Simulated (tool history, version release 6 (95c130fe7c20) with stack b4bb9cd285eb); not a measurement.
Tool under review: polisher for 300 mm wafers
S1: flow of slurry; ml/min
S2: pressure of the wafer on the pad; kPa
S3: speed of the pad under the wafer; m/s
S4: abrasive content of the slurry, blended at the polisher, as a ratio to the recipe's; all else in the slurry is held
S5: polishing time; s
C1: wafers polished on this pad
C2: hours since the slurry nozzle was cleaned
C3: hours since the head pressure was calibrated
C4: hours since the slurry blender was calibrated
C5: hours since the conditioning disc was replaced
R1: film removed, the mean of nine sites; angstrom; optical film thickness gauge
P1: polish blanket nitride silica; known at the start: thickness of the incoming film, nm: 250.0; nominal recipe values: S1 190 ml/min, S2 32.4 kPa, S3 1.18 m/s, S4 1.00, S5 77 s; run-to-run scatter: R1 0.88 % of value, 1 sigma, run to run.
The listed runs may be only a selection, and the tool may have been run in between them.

run 1 hour=11.4 | S1=190 S2=32.4 S3=1.18 S4=1.00 S5=77 | C1=551 C2=520.6 C3=685.6 C4=166.8 C5=67.8 | R1=615.54
run 2 hour=23.2 | S1=285 S2=32.4 S3=0.54 S4=1.00 S5=77 | C1=665 C2=532.4 C3=697.4 C4=178.6 C5=79.6 | R1=346.91
run 3 hour=33.9 | S1=190 S2=16.5 S3=1.18 S4=1.00 S5=77 | C1=769 C2=543.1 C3=708.1 C4=189.3 C5=90.3 | R1=311.13
run 4 hour=43.8 | S1=190 S2=32.4 S3=1.18 S4=1.00 S5=77 | C1=864 C2=553.0 C3=718.0 C4=199.2 C5=100.2 | R1=613.46
-- hour=53.7 slurry blender recalibrated
run 5 hour=55.2 | S1=190 S2=32.4 S3=1.18 S4=1.00 S5=77 | C1=975 C2=564.4 C3=729.4 C4=1.6 C5=111.6 | R1=612.46
run 6 hour=60.7 | S1=190 S2=32.4 S3=1.18 S4=1.40 S5=77 | C1=1028 C2=569.9 C3=734.9 C4=7.1 C5=117.1 | R1=711.68
run 7 hour=66.3 | S1=190 S2=32.4 S3=1.18 S4=1.00 S5=108 | C1=1082 C2=575.5 C3=740.5 C4=12.7 C5=122.7 | R1=868.56
run 8 hour=76.5 | S1=240 S2=32.4 S3=1.18 S4=1.00 S5=77 | C1=1180 C2=585.7 C3=750.7 C4=22.9 C5=132.9 | R1=640.10
run 9 hour=85.5 | S1=190 S2=32.4 S3=1.18 S4=1.00 S5=77 | C1=1267 C2=594.7 C3=759.7 C4=31.9 C5=141.9 | R1=617.06
run 10 hour=93.1 | S1=190 S2=32.4 S3=1.18 S4=0.65 S5=96 | C1=1341 C2=602.3 C3=767.3 C4=39.5 C5=149.5 | R1=616.59
run 11 hour=99.3 | S1=190 S2=32.4 S3=1.18 S4=1.00 S5=77 | C1=1401 C2=608.5 C3=773.5 C4=45.7 C5=155.7 | R1=620.55
run 12 hour=109.1 | S1=115 S2=32.4 S3=1.18 S4=1.00 S5=77 | C1=1496 C2=618.3 C3=783.3 C4=55.5 C5=165.5 | R1=562.12
run 13 hour=120.7 | S1=190 S2=32.4 S3=1.18 S4=0.65 S5=77 | C1=1608 C2=629.9 C3=794.9 C4=67.1 C5=177.1 | R1=498.08
run 14 hour=130.2 | S1=190 S2=46.9 S3=1.18 S4=1.00 S5=77 | C1=1700 C2=639.4 C3=804.4 C4=76.6 C5=186.6 | R1=881.51
run 15 hour=137.2 | S1=190 S2=32.4 S3=1.18 S4=1.00 S5=46 | C1=1767 C2=646.4 C3=811.4 C4=83.6 C5=193.6 | R1=364.44
run 16 hour=146.5 | S1=190 S2=32.4 S3=1.18 S4=1.00 S5=77 | C1=1857 C2=655.7 C3=820.7 C4=92.9 C5=202.9 | R1=620.44
run 17 hour=153.5 | S1=240 S2=32.4 S3=1.18 S4=1.00 S5=108 | C1=1925 C2=662.7 C3=827.7 C4=99.9 C5=209.9 | R1=886.64
run 18 hour=164.5 | S1=190 S2=32.4 S3=0.54 S4=1.00 S5=77 | C1=2031 C2=673.7 C3=838.7 C4=110.9 C5=220.9 | R1=332.10
run 19 hour=173.5 | S1=190 S2=32.4 S3=1.84 S4=1.00 S5=77 | C1=2118 C2=682.7 C3=847.7 C4=119.9 C5=229.9 | R1=863.45
run 20 hour=181.7 | S1=190 S2=32.4 S3=1.18 S4=1.00 S5=77 | C1=2197 C2=690.9 C3=855.9 C4=128.1 C5=238.1 | R1=609.05
run 21 hour=189.6 | S1=190 S2=32.4 S3=1.18 S4=1.00 S5=77 | C1=2274 C2=698.8 C3=863.8 C4=136.0 C5=246.0 | R1=610.22
run 22 hour=200.7 | S1=190 S2=32.4 S3=1.18 S4=1.00 S5=77 | C1=2381 C2=709.9 C3=874.9 C4=147.1 C5=257.1 | R1=598.46
run 23 hour=212.6 | S1=190 S2=32.4 S3=1.18 S4=1.00 S5=77 | C1=2496 C2=721.8 C3=886.8 C4=159.0 C5=269.0 | R1=584.83
run 24 hour=221.9 | S1=190 S2=32.4 S3=1.18 S4=1.00 S5=77 | C1=2586 C2=731.1 C3=896.1 C4=168.3 C5=278.3 | R1=578.82
-- hour=231.8 conditioning disc replaced and pad reconditioned
-- hour=232.4 slurry blender recalibrated
run 25 hour=232.7 | S1=190 S2=32.4 S3=1.18 S4=1.00 S5=77 | C1=2690 C2=741.9 C3=906.9 C4=0.3 C5=1.0 | R1=570.20
-- hour=238.0 head pressure recalibrated
run 26 hour=239.6 | S1=190 S2=32.4 S3=1.18 S4=1.00 S5=77 | C1=2757 C2=748.8 C3=1.6 C4=7.2 C5=7.9 | R1=569.19
run 27 hour=246.0 | S1=190 S2=32.4 S3=1.18 S4=1.00 S5=77 | C1=2819 C2=755.2 C3=8.0 C4=13.6 C5=14.3 | R1=573.99
run 28 hour=252.7 | S1=190 S2=32.4 S3=1.18 S4=1.00 S5=77 | C1=2884 C2=761.9 C3=14.7 C4=20.3 C5=21.0 | R1=570.52
run 29 hour=260.0 | S1=190 S2=32.4 S3=1.18 S4=1.00 S5=77 | C1=2954 C2=769.2 C3=22.0 C4=27.6 C5=28.3 | R1=560.95
run 30 hour=269.7 | S1=190 S2=32.4 S3=1.18 S4=1.00 S5=77 | C1=3048 C2=778.9 C3=31.7 C4=37.3 C5=38.0 | R1=564.58

P1 has crept away from where it was. The log is fitted equally well by each of these 2 causes, at the sizes shown:
A: slurry flow missing at the pad, % = 38.3
B: removal rate lost through wear of the pad, % = 8.05
The gradual shift began around hour 189.6.
Other possible causes, and why each is ruled out:
head's pressure below its setpoint, %: maintenance at hour 238.0, after the shift began, did not return the process to its former output
abrasive missing from the slurry, %: maintenance at hour 232.4, after the shift began, did not return the process to its former output
time polished since the conditioner stopped cutting, s: maintenance at hour 231.8, after the shift began, did not return the process to its former output

4 check runs are offered, each on 5 wafers whose results are averaged, their results left as question marks. Which one tells the causes apart?
run check 1 hour=279.4 | S1=190 S2=32.4 S3=1.18 S4=1.20 S5=104 | R1=?
run check 2 hour=279.4 | S1=190 S2=39.3 S3=1.18 S4=1.00 S5=77 | R1=?
run check 3 hour=279.4 | S1=135 S2=32.4 S3=1.18 S4=1.00 S5=77 | R1=?
run check 4 hour=279.4 | S1=190 S2=32.4 S3=1.50 S4=1.00 S5=99 | R1=?

Expected result of each check under each candidate cause:
check=check_1 result=R1 if_A=827.78 if_B=827.86
check=check_2 result=R1 if_A=686.97 if_B=687.03
check=check_3 result=R1 if_A=519.79 if_B=535.92
check=check_4 result=R1 if_A=882.41 if_B=882.49
Separation of the two closest causes in each check, using whichever result separates them best: check 1 0.01 %; check 2 0.01 %; check 3 3.06 %; check 4 0.01 %
Check 3 is the one run that separates the causes; every other check would come out nearly the same whichever cause is at work.

Running check 3 produced the following: R1 519.59 angstrom. Which one of the listed causes fits?

The cause is A: slurry flow missing at the pad, %.
